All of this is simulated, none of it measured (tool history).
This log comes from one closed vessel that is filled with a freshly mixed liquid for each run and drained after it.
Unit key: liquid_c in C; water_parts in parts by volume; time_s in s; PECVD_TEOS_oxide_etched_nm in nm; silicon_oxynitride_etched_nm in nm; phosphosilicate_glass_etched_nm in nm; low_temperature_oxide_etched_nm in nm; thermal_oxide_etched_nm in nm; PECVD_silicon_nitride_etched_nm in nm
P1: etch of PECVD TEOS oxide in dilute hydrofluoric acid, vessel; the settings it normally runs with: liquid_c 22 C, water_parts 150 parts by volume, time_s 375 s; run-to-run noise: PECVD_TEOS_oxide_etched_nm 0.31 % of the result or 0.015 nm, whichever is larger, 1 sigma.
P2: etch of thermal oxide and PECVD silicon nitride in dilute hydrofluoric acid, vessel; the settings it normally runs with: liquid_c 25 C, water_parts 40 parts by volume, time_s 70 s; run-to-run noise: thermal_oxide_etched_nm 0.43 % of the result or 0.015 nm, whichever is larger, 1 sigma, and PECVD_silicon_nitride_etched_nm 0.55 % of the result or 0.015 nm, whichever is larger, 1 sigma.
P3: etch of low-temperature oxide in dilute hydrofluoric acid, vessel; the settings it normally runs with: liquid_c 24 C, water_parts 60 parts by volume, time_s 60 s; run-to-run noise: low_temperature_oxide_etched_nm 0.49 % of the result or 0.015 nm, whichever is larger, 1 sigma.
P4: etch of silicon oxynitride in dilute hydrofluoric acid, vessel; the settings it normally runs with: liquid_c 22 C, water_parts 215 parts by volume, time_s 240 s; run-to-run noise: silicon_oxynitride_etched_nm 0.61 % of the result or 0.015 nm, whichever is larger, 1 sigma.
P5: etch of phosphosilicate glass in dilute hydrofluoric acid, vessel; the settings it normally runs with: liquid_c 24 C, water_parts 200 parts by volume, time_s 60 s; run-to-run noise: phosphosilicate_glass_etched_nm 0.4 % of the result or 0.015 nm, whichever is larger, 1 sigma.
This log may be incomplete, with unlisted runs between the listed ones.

run	hour	process	liquid_c	water_parts	time_s	hours since the thermometer was replaced	hours since the hydrofluoric acid flow meter was replaced	PECVD_TEOS_oxide_etched_nm	silicon_oxynitride_etched_nm	phosphosilicate_glass_etched_nm	low_temperature_oxide_etched_nm	thermal_oxide_etched_nm	PECVD_silicon_nitride_etched_nm
1	8.5	P1	22	150	375	1289.8	646.4	33.504					
2	17.3	P4	22	215	240	1298.6	655.2		4.3922				
3	24.8	P1	17	150	375	1306.1	662.7	27.581					
4	30.6	P1	22	150	375	1311.9	668.5	33.557					
5	37.6	P1	22	150	375	1318.9	675.5	33.574					
6	47.2	P5	24	200	120	1328.5	685.1			44.726			
7	57	P1	22	150	375	1338.3	694.9	33.363					
8	62	P3	32.5	60	60	1343.3	699.9				23.175		
9	69.2	P1	22	65	375	1350.5	707.1	85.513					
10	76.2	P2	25	25	70	1357.5	714.1					14.319	16.561
11	82.9	P2	25	40	120	1364.2	720.8					15.076	18.026
12	90.8	P1	22	235	375	1372.1	728.7	19.637					
13	97.8	P3	24	60	30	1379.1	735.7				8.2394		
14	106.5	P4	22	215	240	1387.8	744.4		4.4106				
15	110.9	P3	24	60	60	1392.2	748.8				16.502		
16	116.9	P1	22	150	375	1398.2	754.8	33.417					
17	121.4	P1	22	150	120	1402.7	759.3	10.748					
18	131.4	P1	22	150	375	1412.7	769.3	33.558					
19	138.1	P4	22	215	30	1419.4	776		0.57515				
20	146.6	P5	24	360	60	1427.9	784.5			10.561			
21	152	P4	17	215	240	1433.3	789.9		3.5202				
22	161.8	P1	29.5	150	375	1443.1	799.7	44.376					
23	169.5	P2	25	40	70	1450.8	807.4					8.7662	10.394
24	174.1	P3	24	60	60	1455.4	812				16.266		
25	183.5	P5	18	200	60	1464.8	821.4			17.799			
26	192.9	P2	25	40	70	1474.2	830.8					8.7694	10.475
27	198.7	P4	22	365	240	1480	836.6		2.4021				
28	207.9	P5	24	200	60	1489.2	845.8			22.432			
29	214.3	P1	19	235	375	1495.6	852.2	17.524					
30	219.6	P1	22	150	590	1500.9	857.5	53.046					
31	227.3	P2	32.5	40	70	1508.6	865.2					11.869	16.982
32	234.9	P3	24	30	60	1516.2	872.8				34.336		
33	239.3	P1	22	150	375	1520.6	877.2	33.497					
34	245.1	P1	22	150	375	1526.4	883	33.608					
35	254.1	P1	22	150	375	1535.4	892	34.397					
36	264	P1	22	150	375	1545.3	901.9	34.684					

What will run 37 give?
37	270.2	P1	22	150	375	1551.5	908.1	?					

Run 37 came out at PECVD_TEOS_oxide_etched_nm 34.837 nm.
